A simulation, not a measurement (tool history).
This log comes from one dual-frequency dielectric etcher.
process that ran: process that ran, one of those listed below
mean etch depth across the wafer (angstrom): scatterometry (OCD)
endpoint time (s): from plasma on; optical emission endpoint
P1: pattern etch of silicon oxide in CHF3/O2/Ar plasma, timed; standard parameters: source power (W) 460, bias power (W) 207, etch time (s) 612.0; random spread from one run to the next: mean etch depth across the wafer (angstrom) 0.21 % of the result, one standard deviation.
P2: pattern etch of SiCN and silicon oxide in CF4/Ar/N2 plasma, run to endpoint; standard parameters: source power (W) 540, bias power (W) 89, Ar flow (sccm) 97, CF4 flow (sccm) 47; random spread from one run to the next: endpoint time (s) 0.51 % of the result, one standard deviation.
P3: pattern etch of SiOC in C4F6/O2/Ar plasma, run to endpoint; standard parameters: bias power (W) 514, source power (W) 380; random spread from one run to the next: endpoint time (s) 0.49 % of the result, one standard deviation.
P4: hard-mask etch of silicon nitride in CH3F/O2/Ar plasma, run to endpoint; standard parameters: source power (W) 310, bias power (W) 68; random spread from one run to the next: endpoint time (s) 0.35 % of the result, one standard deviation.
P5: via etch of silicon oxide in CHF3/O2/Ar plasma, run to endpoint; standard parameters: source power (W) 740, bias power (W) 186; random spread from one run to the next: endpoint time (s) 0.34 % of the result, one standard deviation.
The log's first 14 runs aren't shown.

run	hour	process that ran	source power (W)	bias power (W)	etch time (s)	Ar flow (sccm)	CF4 flow (sccm)	hours since the last wet clean	hours since the last source power generator calibration	hours since the last bias power generator calibration	mean etch depth across the wafer (angstrom)	endpoint time (s)
15	148.5	P4	310	68				438.6	1282.5	2418.1		43.8010
16	160.9	P5	440	186				451.0	1294.9	2430.5		358.1400
17	168.2	P4	310	95				458.3	1302.2	2437.8		39.0090
18	174.7	P1	460	207	336.5			464.8	1308.7	2444.3	6201.8	
19	187.4	P1	460	207	612.0			477.5	1321.4	2457.0	11312.0	
20	197.9	P3	380	514				488.0	1331.9	2467.5		11.4260
21	203.8	P4	440	68				493.9	1337.8	2473.4		38.5320
22	211.9	P1	460	144	612.0			502.0	1345.9	2481.5	9973.2	
23	220.3	P4	310	68				510.4	1354.3	2489.9		43.9220
24	233.2	P1	300	207	612.0			523.3	1367.2	2502.8	9603.4	
25	239.5	P2	760	89		97	47	529.6	1373.5	2509.1		9.9758
26	246.3	P1	460	207	612.0			536.4	1380.3	2515.9	11258.0	
27	254.5	P5	740	113				544.6	1388.5	2524.1		341.2300
28	263.9	P1	460	207	612.0			554.0	1397.9	2533.5	11261.0	
29	275.0	P1	460	207	612.0			565.1	1409.0	2544.6	11296.0	
30	285.1	P1	460	207	612.0			575.2	1419.1	2554.7	11325.0	
31	294.1	P1	460	207	612.0			584.2	1428.1	2563.7	11373.0	
32	302.5	P1	460	207	612.0			592.6	1436.5	2572.1	11399.0	
33	315.3	P1	460	207	612.0			605.4	1449.3	2584.9	11434.0	

Run 34 has not been measured yet. What should we expect?
34	324.7	P1	460	207	612.0			614.8	1458.7	2594.3	?	

{"run 34": {"mean etch depth across the wafer (angstrom)": 11432.0}}
